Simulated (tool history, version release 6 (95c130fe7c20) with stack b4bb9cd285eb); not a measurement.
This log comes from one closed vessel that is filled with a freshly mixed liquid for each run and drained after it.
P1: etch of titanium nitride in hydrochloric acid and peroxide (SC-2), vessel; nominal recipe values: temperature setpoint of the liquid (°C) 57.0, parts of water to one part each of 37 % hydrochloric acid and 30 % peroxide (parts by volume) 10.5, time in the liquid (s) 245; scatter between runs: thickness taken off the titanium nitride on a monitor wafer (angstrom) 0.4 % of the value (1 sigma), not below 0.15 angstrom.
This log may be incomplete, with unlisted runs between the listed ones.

run,hour,temperature setpoint of the liquid (°C),parts of water to one part each of 37 % hydrochloric acid and 30 % peroxide (parts by volume),time in the liquid (s),hours since the thermometer was replaced,hours since the chemicals flow meter was replaced,hours since the drum of peroxide was connected,thickness taken off the titanium nitride on a monitor wafer (angstrom)
1,10.3,57.0,10.5,245,482.1,240.2,261.6,50.7030
2,23.2,43.0,10.5,245,495.0,253.1,274.5,19.9330
3,33.0,57.0,18.5,245,504.8,262.9,284.3,30.9880
# hour 38.6: new drum of peroxide connected
4,44.4,57.0,10.5,245,516.2,274.3,5.8,50.7520
5,57.8,57.0,4.0,245,529.6,287.7,19.2,105.1800
6,71.3,57.0,10.5,30,543.1,301.2,32.7,6.2097
7,78.7,70.5,10.5,415,550.5,308.6,40.1,196.2200
8,94.1,43.0,6.5,245,565.9,324.0,55.5,29.2470
9,103.3,57.0,10.5,245,575.1,333.2,64.7,50.6430
10,112.0,57.0,10.5,245,583.8,341.9,73.4,50.6220
11,126.6,57.0,10.5,245,598.4,356.5,88.0,50.4860
12,134.8,70.5,10.5,245,606.6,364.7,96.2,116.2700
13,150.7,57.0,10.5,475,622.5,380.6,112.1,98.1440
14,163.0,57.0,10.5,245,634.8,392.9,124.4,50.2810
15,170.2,57.0,10.5,245,642.0,400.1,131.6,49.1320

Run 16 comes next. What will it give?
16,178.9,57.0,10.5,245,650.7,408.8,140.3,?

{"run 16": {"thickness taken off the titanium nitride on a monitor wafer (angstrom)": 48.006}}
